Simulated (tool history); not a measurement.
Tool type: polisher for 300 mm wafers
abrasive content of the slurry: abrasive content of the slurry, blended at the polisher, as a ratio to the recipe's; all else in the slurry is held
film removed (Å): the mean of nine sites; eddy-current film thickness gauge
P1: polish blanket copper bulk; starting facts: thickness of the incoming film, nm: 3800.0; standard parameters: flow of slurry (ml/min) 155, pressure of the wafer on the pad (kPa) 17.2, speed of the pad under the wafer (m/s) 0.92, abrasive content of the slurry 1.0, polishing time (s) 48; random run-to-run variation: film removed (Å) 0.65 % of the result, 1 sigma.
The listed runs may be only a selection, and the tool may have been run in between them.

run   hour  flow of slurry (ml/min)  pressure of the wafer on the pad (kPa)  speed of the pad under the wafer (m/s)  abrasive content of the slurry  polishing time (s)  wafers polished on this pad  hours since the slurry nozzle was cleaned  hours since the head pressure was calibrated  hours since the slurry blender was calibrated  film removed (Å)
  1   13.4                      155                                    17.2                                    0.92                             1.0                  48                          487                                       84.7                                         231.3                                          177.3            2849.3
  2   20.7                      155                                    17.2                                    0.92                             1.0                  22                          581                                       92.0                                         238.6                                          184.6            1287.4
  3   28.2                      155                                    17.2                                    0.92                             1.0                  48                          678                                       99.5                                         246.1                                          192.1            2845.3
  4   42.6                       95                                     9.7                                    0.92                             1.0                  48                          865                                      113.9                                         260.5                                          206.5            1430.4
  5   57.2                      155                                    17.2                                    0.92                             1.0                  48                         1054                                      128.5                                         275.1                                          221.1            2852.4
  6   68.2                      155                                    17.2                                    0.92                             1.0                  48                         1196                                      139.5                                         286.1                                          232.1            2832.2
  7   75.4                      155                                    17.2                                    0.92                             1.5                  48                         1289                                      146.7                                         293.3                                          239.3            3104.2
  8   83.4                      155                                    17.2                                    0.92                             0.6                  48                         1393                                      154.7                                         301.3                                          247.3            2580.7
  9   97.0                      155                                    17.2                                    0.92                             1.0                  65                         1569                                      168.3                                         314.9                                          260.9            3863.5
 10  104.7                      155                                    17.2                                    1.20                             1.0                  48                         1669                                      176.0                                         322.6                                          268.6            3743.9
 11  115.1                      155                                    17.2                                    0.92                             1.0                  48                         1803                                      186.4                                         333.0                                          279.0            2834.4
 12  131.3                       95                                    17.2                                    0.92                             1.0                  48                         2013                                      202.6                                         349.2                                          295.2            2568.7

Run 13, settings as shown, results not yet in. Your forecast:
 13  144.9                      195                                    17.2                                    0.92                             1.0                  48                         2189                                      216.2                                         362.8                                          308.8                 ?

film removed (Å): 2907.2

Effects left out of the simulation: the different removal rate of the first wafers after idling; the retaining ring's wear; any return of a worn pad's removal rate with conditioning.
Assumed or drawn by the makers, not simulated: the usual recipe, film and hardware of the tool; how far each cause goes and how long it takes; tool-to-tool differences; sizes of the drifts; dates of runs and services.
